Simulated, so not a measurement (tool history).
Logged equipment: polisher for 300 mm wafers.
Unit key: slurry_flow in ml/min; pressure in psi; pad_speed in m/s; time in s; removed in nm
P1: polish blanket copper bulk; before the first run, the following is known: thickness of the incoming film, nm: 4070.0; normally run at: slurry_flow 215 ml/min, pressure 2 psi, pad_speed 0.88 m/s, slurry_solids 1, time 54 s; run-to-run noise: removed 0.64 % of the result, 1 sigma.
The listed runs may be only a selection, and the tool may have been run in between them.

run 1 hour=6.5 | slurry_flow=215 pressure=2 pad_speed=0.88 slurry_solids=1 time=54 | removed=249.24
run 2 hour=18.1 | slurry_flow=215 pressure=2 pad_speed=0.66 slurry_solids=1 time=54 | removed=187.88
run 3 hour=26.7 | slurry_flow=340 pressure=2 pad_speed=0.88 slurry_solids=1 time=54 | removed=262.84
run 4 hour=33.2 | slurry_flow=215 pressure=2 pad_speed=0.88 slurry_solids=1 time=54 | removed=252.58
run 5 hour=39.3 | slurry_flow=215 pressure=2 pad_speed=0.44 slurry_solids=1 time=84 | removed=197.22
run 6 hour=46.6 | slurry_flow=215 pressure=2 pad_speed=0.88 slurry_solids=1 time=54 | removed=250.42
run 7 hour=55.2 | slurry_flow=215 pressure=2 pad_speed=0.88 slurry_solids=1 time=54 | removed=251.38
run 8 hour=65.4 | slurry_flow=215 pressure=2 pad_speed=0.88 slurry_solids=1.3 time=54 | removed=266.5
run 9 hour=77.4 | slurry_flow=215 pressure=2 pad_speed=0.88 slurry_solids=1 time=83 | removed=388.74
run 10 hour=88.4 | slurry_flow=215 pressure=2.7 pad_speed=0.88 slurry_solids=1 time=54 | removed=342.37
-- hour=94.3 slurry blender recalibrated
run 11 hour=100.7 | slurry_flow=215 pressure=2 pad_speed=1.28 slurry_solids=1 time=54 | removed=367.44
run 12 hour=109 | slurry_flow=150 pressure=1.4 pad_speed=0.88 slurry_solids=1 time=54 | removed=167.39
run 13 hour=116.4 | slurry_flow=215 pressure=2 pad_speed=0.88 slurry_solids=0.5 time=54 | removed=216.08
run 14 hour=127.8 | slurry_flow=215 pressure=2 pad_speed=0.88 slurry_solids=1 time=54 | removed=252.75
run 15 hour=137.3 | slurry_flow=215 pressure=2 pad_speed=0.88 slurry_solids=1 time=35 | removed=161.56
run 16 hour=144.8 | slurry_flow=215 pressure=1.1 pad_speed=0.88 slurry_solids=1 time=54 | removed=137.81
run 17 hour=150.8 | slurry_flow=215 pressure=2 pad_speed=0.88 slurry_solids=1 time=54 | removed=251.22
run 18 hour=157.9 | slurry_flow=130 pressure=2 pad_speed=0.88 slurry_solids=1 time=54 | removed=232.45
run 19 hour=163.9 | slurry_flow=215 pressure=2 pad_speed=0.88 slurry_solids=1 time=54 | removed=252.9
run 20 hour=172.2 | slurry_flow=215 pressure=2 pad_speed=0.88 slurry_solids=1 time=54 | removed=249.46
run 21 hour=179 | slurry_flow=215 pressure=2 pad_speed=0.88 slurry_solids=1 time=54 | removed=241.97
run 22 hour=189.5 | slurry_flow=215 pressure=2 pad_speed=0.88 slurry_solids=1 time=54 | removed=238.83
run 23 hour=201.3 | slurry_flow=215 pressure=2 pad_speed=0.88 slurry_solids=1 time=54 | removed=237.34
-- hour=204.6 head pressure recalibrated
run 24 hour=210.4 | slurry_flow=215 pressure=2 pad_speed=0.88 slurry_solids=1 time=54 | removed=236.37
-- hour=212.4 slurry blender recalibrated
run 25 hour=218.2 | slurry_flow=215 pressure=2 pad_speed=0.88 slurry_solids=1 time=54 | removed=238.11
run 26 hour=225.9 | slurry_flow=215 pressure=2 pad_speed=0.88 slurry_solids=1 time=54 | removed=235.46
run 27 hour=237.1 | slurry_flow=215 pressure=2 pad_speed=0.88 slurry_solids=1 time=54 | removed=236.78
run 28 hour=243.8 | slurry_flow=215 pressure=2 pad_speed=0.88 slurry_solids=1 time=54 | removed=231
run 29 hour=251.7 | slurry_flow=215 pressure=2 pad_speed=0.88 slurry_solids=1 time=54 | removed=233.97

The output of P1 has drifted from where it used to be. Each of the 2 causes below, taken at the size shown beside it, accounts for the log equally well:
A: slurry flow missing at the pad, % = 35.7
B: removal rate lost through wear of the pad, % = 6.54
The gradual shift began around hour 163.9.
The rest of the possible causes, and what rules out each one:
head's pressure below its setpoint, %: its service at hour 204.6 followed the start of the drift and did not put the process back to its old value
abrasive missing from the slurry, %: its service at hour 212.4 followed the start of the drift and did not put the process back to its old value

Each of the check runs listed below is run on 2 wafers and reports their average, with the results left as question marks. Pick the one under which the possible causes would lead to clearly different results.
run check 1 hour=259.6 | slurry_flow=215 pressure=2 pad_speed=0.88 slurry_solids=1 time=81 | removed=?
run check 2 hour=259.6 | slurry_flow=215 pressure=1.2 pad_speed=0.88 slurry_solids=1.2 time=54 | removed=?
run check 3 hour=259.6 | slurry_flow=130 pressure=2 pad_speed=1.26 slurry_solids=1 time=54 | removed=?
run check 4 hour=259.6 | slurry_flow=215 pressure=2 pad_speed=1.2 slurry_solids=1 time=82 | removed=?

Predicted outcomes, by check and by cause:
check=check_1 result=removed if_A=352.9 if_B=352.94
check=check_2 result=removed if_A=146.85 if_B=146.86
check=check_3 result=removed if_A=299.1 if_B=311.13
check=check_4 result=removed if_A=487.17 if_B=487.23
Gap, in per cent, between the two causes that each check separates least, read from the result that separates them most: check 1 0.01 %; check 2 0.01 %; check 3 3.94 %; check 4 0.01 %
Check 3 distinguishes between the causes, while the remaining checks would return nearly the same result for all of them.

With check 3 done, the readings were: removed 312.72 nm. Identify which of the listed causes applies.

The correct cause is B, namely: removal rate lost through wear of the pad, %.

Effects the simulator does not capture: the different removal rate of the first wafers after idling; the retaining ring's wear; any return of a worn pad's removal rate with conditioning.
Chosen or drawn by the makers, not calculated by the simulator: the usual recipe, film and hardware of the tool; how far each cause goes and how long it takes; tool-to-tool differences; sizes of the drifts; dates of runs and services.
